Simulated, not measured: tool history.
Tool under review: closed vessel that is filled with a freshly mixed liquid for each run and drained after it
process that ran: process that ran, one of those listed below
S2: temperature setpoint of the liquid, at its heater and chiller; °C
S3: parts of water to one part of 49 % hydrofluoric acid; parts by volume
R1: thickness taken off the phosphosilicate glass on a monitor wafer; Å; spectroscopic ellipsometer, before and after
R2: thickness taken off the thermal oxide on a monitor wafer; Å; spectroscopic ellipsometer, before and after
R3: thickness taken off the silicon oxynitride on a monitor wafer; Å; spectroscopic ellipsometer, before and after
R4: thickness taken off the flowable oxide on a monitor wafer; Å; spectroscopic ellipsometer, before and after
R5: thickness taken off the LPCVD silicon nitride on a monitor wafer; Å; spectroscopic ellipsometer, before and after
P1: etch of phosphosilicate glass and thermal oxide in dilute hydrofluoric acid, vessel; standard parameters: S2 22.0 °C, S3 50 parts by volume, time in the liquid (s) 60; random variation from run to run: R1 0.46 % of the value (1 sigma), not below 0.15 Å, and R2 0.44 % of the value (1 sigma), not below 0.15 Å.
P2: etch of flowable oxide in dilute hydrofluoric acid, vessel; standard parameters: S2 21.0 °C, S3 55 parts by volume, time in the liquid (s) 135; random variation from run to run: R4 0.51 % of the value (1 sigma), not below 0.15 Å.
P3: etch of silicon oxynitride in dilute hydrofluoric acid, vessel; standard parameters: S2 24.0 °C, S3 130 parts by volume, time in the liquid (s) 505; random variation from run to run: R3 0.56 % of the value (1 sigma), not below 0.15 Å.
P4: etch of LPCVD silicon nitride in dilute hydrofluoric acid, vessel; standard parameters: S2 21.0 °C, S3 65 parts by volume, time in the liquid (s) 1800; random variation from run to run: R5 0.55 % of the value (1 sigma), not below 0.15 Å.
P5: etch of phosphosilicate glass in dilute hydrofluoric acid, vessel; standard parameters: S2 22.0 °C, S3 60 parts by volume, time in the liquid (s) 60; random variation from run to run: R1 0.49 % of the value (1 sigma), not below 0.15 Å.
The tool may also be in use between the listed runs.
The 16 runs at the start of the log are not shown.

{"run": 17, "hour": 92.2, "process that ran": "P4", "S2": 21.0, "S3": 65, "time in the liquid (s)": 30, "R5": 1.6525}
{"run": 18, "hour": 97.6, "process that ran": "P5", "S2": 22.0, "S3": 60, "time in the liquid (s)": 95, "R1": 1317.6}
{"hour": 102.4, "done": "hydrofluoric acid flow meter replaced"}
{"run": 19, "hour": 102.6, "process that ran": "P4", "S2": 29.0, "S3": 65, "time in the liquid (s)": 1800, "R5": 191.14}
{"run": 20, "hour": 106.8, "process that ran": "P3", "S2": 24.0, "S3": 130, "time in the liquid (s)": 125, "R3": 13.037}
{"run": 21, "hour": 113.1, "process that ran": "P2", "S2": 21.0, "S3": 55, "time in the liquid (s)": 135, "R4": 587.11}
{"run": 22, "hour": 120.5, "process that ran": "P1", "S2": 22.0, "S3": 85, "time in the liquid (s)": 30, "R1": 305.59, "R2": 15.675}
{"run": 23, "hour": 127.5, "process that ran": "P2", "S2": 21.0, "S3": 20, "time in the liquid (s)": 135, "R4": 1674.2}
{"run": 24, "hour": 134.5, "process that ran": "P5", "S2": 22.0, "S3": 60, "time in the liquid (s)": 60, "R1": 831.8}
{"run": 25, "hour": 140.3, "process that ran": "P3", "S2": 24.0, "S3": 130, "time in the liquid (s)": 505, "R3": 53.789}
{"run": 26, "hour": 146.3, "process that ran": "P1", "S2": 22.0, "S3": 50, "time in the liquid (s)": 30, "R1": 545.34, "R2": 27.304}
{"run": 27, "hour": 150.4, "process that ran": "P2", "S2": 21.0, "S3": 55, "time in the liquid (s)": 135, "R4": 577.28}
{"run": 28, "hour": 157.4, "process that ran": "P1", "S2": 29.5, "S3": 50, "time in the liquid (s)": 60, "R1": 1476.1, "R2": 74.026}
{"run": 29, "hour": 162.5, "process that ran": "P4", "S2": 21.0, "S3": 65, "time in the liquid (s)": 1800, "R5": 111.65}
{"run": 30, "hour": 169.7, "process that ran": "P1", "S2": 17.0, "S3": 50, "time in the liquid (s)": 110, "R1": 1608.8, "R2": 81.46}

Predict the results of run 31:
{"run": 31, "hour": 177.0, "process that ran": "P1", "S2": 22.0, "S3": 50, "time in the liquid (s)": 60, "R1": "?", "R2": "?"}

R1: 1098.90 Å
R2: 53.992 Å

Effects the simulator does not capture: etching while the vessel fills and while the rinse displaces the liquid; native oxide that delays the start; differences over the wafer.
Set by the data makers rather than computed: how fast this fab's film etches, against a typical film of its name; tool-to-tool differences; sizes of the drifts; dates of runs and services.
